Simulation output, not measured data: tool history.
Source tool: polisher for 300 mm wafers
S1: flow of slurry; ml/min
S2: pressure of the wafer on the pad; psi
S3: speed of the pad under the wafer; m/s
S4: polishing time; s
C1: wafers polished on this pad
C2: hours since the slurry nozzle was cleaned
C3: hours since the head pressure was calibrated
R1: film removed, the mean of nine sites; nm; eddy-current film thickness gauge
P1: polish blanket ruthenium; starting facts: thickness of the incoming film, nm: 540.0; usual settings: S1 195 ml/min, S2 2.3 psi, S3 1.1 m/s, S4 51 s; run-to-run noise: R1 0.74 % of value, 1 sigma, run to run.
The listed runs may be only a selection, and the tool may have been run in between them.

Run 1, hour 3.7: S1 195 ml/min, S2 2.3 psi, S3 1.1 m/s, S4 51 s; C1 219; C2 185.5; C3 473.5. Result: R1 63.39 nm.
Run 2, hour 7.4: S1 195 ml/min, S2 2.3 psi, S3 1.1 m/s, S4 23 s; C1 254; C2 189.2; C3 477.2. Result: R1 28.385 nm.
Run 3, hour 12.4: S1 195 ml/min, S2 2.3 psi, S3 1.1 m/s, S4 51 s; C1 303; C2 194.2; C3 482.2. Result: R1 62.963 nm.
Run 4, hour 17.1: S1 195 ml/min, S2 2.3 psi, S3 1.7 m/s, S4 51 s; C1 349; C2 198.9; C3 486.9. Result: R1 97.908 nm.
Run 5, hour 22.5: S1 195 ml/min, S2 2.3 psi, S3 1.1 m/s, S4 70 s; C1 401; C2 204.3; C3 492.3. Result: R1 87.945 nm.
Run 6, hour 27.6: S1 195 ml/min, S2 2.3 psi, S3 1.1 m/s, S4 51 s; C1 451; C2 209.4; C3 497.4. Result: R1 64.285 nm.
Run 7, hour 32.9: S1 305 ml/min, S2 2.3 psi, S3 1.1 m/s, S4 51 s; C1 502; C2 214.7; C3 502.7. Result: R1 66.537 nm.
Run 8, hour 36.4: S1 140 ml/min, S2 2.3 psi, S3 1.1 m/s, S4 51 s; C1 536; C2 218.2; C3 506.2. Result: R1 60.615 nm.
Run 9, hour 41.5: S1 195 ml/min, S2 1.3 psi, S3 1.1 m/s, S4 51 s; C1 586; C2 223.3; C3 511.3. Result: R1 35.975 nm.
Run 10, hour 46.3: S1 195 ml/min, S2 2.3 psi, S3 0.52 m/s, S4 51 s; C1 632; C2 228.1; C3 516.1. Result: R1 29.974 nm.
Run 11, hour 50.4: S1 195 ml/min, S2 2.3 psi, S3 1.1 m/s, S4 51 s; C1 672; C2 232.2; C3 520.2. Result: R1 63.225 nm.
At hour 52.8: slurry nozzle cleaned.
Run 12, hour 55.7: S1 195 ml/min, S2 1.6 psi, S3 1.42 m/s, S4 51 s; C1 724; C2 2.9; C3 525.5. Result: R1 56.815 nm.
Run 13, hour 60.8: S1 195 ml/min, S2 2.3 psi, S3 1.1 m/s, S4 51 s; C1 773; C2 8; C3 530.6. Result: R1 63.8 nm.
Run 14, hour 66.6: S1 195 ml/min, S2 2.3 psi, S3 1.1 m/s, S4 51 s; C1 829; C2 13.8; C3 536.4. Result: R1 63.288 nm.
Run 15, hour 71.5: S1 195 ml/min, S2 3.3 psi, S3 1.1 m/s, S4 51 s; C1 877; C2 18.7; C3 541.3. Result: R1 91.627 nm.
Run 16, hour 76.2: S1 195 ml/min, S2 2.3 psi, S3 1.1 m/s, S4 51 s; C1 923; C2 23.4; C3 546. Result: R1 64.332 nm.
Run 17, hour 81.3: S1 195 ml/min, S2 2.3 psi, S3 1.1 m/s, S4 51 s; C1 972; C2 28.5; C3 551.1. Result: R1 62.646 nm.
Run 18, hour 85.5: S1 195 ml/min, S2 2.3 psi, S3 1.1 m/s, S4 51 s; C1 1013; C2 32.7; C3 555.3. Result: R1 60.958 nm.
Run 19, hour 89.7: S1 195 ml/min, S2 2.3 psi, S3 1.1 m/s, S4 51 s; C1 1054; C2 36.9; C3 559.5. Result: R1 60.734 nm.
Run 20, hour 94.5: S1 195 ml/min, S2 2.3 psi, S3 1.1 m/s, S4 51 s; C1 1100; C2 41.7; C3 564.3. Result: R1 59.823 nm.
Run 21, hour 97.2: S1 195 ml/min, S2 2.3 psi, S3 1.1 m/s, S4 51 s; C1 1127; C2 44.4; C3 567. Result: R1 58.954 nm.
At hour 98.6: worn pad replaced by a new one.
Run 22, hour 103.4: S1 195 ml/min, S2 2.3 psi, S3 1.1 m/s, S4 51 s; C1 47; C2 50.6; C3 573.2. Result: R1 59.443 nm.

What does the tool deliver on the next run?
Run 23, hour 106.7: S1 195 ml/min, S2 2.3 psi, S3 1.1 m/s, S4 51 s; C1 79; C2 53.9; C3 576.5. Result: R1 ?.

Run 23 came out at R1 59.252 nm.

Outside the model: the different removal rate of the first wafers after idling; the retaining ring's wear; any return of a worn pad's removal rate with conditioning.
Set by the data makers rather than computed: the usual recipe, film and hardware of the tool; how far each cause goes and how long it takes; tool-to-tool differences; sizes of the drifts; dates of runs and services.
